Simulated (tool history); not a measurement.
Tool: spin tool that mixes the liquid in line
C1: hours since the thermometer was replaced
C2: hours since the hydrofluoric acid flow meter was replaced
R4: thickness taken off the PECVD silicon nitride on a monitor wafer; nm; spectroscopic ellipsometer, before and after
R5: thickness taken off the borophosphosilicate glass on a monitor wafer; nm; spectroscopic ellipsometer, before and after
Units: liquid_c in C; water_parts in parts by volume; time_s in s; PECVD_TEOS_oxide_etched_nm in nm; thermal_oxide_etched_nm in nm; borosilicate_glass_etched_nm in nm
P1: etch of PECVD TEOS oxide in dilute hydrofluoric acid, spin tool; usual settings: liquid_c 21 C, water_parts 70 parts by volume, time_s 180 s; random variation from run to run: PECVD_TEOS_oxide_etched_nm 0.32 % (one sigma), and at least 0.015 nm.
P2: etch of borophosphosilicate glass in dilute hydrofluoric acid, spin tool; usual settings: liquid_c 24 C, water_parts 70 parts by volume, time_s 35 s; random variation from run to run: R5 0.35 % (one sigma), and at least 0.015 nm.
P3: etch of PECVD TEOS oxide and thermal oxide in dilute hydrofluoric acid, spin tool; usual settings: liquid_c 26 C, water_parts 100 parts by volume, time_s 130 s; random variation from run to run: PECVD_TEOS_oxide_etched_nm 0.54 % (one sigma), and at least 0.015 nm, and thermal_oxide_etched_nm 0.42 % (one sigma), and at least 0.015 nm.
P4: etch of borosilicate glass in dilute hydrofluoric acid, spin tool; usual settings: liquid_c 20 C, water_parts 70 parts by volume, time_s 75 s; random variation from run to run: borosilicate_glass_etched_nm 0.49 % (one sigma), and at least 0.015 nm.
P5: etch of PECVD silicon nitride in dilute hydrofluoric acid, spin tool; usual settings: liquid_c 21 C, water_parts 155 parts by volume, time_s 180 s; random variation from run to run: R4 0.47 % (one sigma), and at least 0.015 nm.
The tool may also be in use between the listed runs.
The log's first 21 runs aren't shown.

Run 22, hour 73.2: process P2, liquid_c 24 C, water_parts 40 parts by volume, time_s 35 s; C1 248.4; C2 703.9. Result: R5 41.322 nm.
Run 23, hour 76.7: process P2, liquid_c 24 C, water_parts 70 parts by volume, time_s 65 s; C1 251.9; C2 707.4. Result: R5 41.888 nm.
Run 24, hour 79.2: process P1, liquid_c 21 C, water_parts 100 parts by volume, time_s 180 s; C1 254.4; C2 709.9. Result: PECVD_TEOS_oxide_etched_nm 24.754 nm.
Run 25, hour 82.3: process P2, liquid_c 18 C, water_parts 70 parts by volume, time_s 35 s; C1 257.5; C2 713. Result: R5 17.75 nm.
Run 26, hour 84.5: process P5, liquid_c 21 C, water_parts 155 parts by volume, time_s 15 s; C1 259.7; C2 715.2. Result: R4 0.41781 nm.
Run 27, hour 89.2: process P5, liquid_c 17 C, water_parts 155 parts by volume, time_s 180 s; C1 264.4; C2 719.9. Result: R4 4.0732 nm.
Run 28, hour 93.9: process P3, liquid_c 26 C, water_parts 100 parts by volume, time_s 40 s; C1 269.1; C2 724.6. Result: PECVD_TEOS_oxide_etched_nm 12.241 nm, thermal_oxide_etched_nm 1.9531 nm.
Run 29, hour 97.9: process P3, liquid_c 26 C, water_parts 100 parts by volume, time_s 130 s; C1 273.1; C2 728.6. Result: PECVD_TEOS_oxide_etched_nm 40.069 nm, thermal_oxide_etched_nm 6.4068 nm.
Run 30, hour 101.5: process P1, liquid_c 21 C, water_parts 70 parts by volume, time_s 180 s; C1 276.7; C2 732.2. Result: PECVD_TEOS_oxide_etched_nm 36.765 nm.
Run 31, hour 106.2: process P1, liquid_c 21 C, water_parts 70 parts by volume, time_s 180 s; C1 281.4; C2 736.9. Result: PECVD_TEOS_oxide_etched_nm 36.632 nm.
Run 32, hour 110.3: process P1, liquid_c 21 C, water_parts 70 parts by volume, time_s 180 s; C1 285.5; C2 741. Result: PECVD_TEOS_oxide_etched_nm 35.534 nm.
Run 33, hour 113.1: process P1, liquid_c 21 C, water_parts 70 parts by volume, time_s 180 s; C1 288.3; C2 743.8. Result: PECVD_TEOS_oxide_etched_nm 34.962 nm.

Forecast run 34:
Run 34, hour 117.6: process P1, liquid_c 21 C, water_parts 70 parts by volume, time_s 180 s; C1 292.8; C2 748.3. Result: PECVD_TEOS_oxide_etched_nm ?.

Run 34 gave PECVD_TEOS_oxide_etched_nm 34.66 nm.
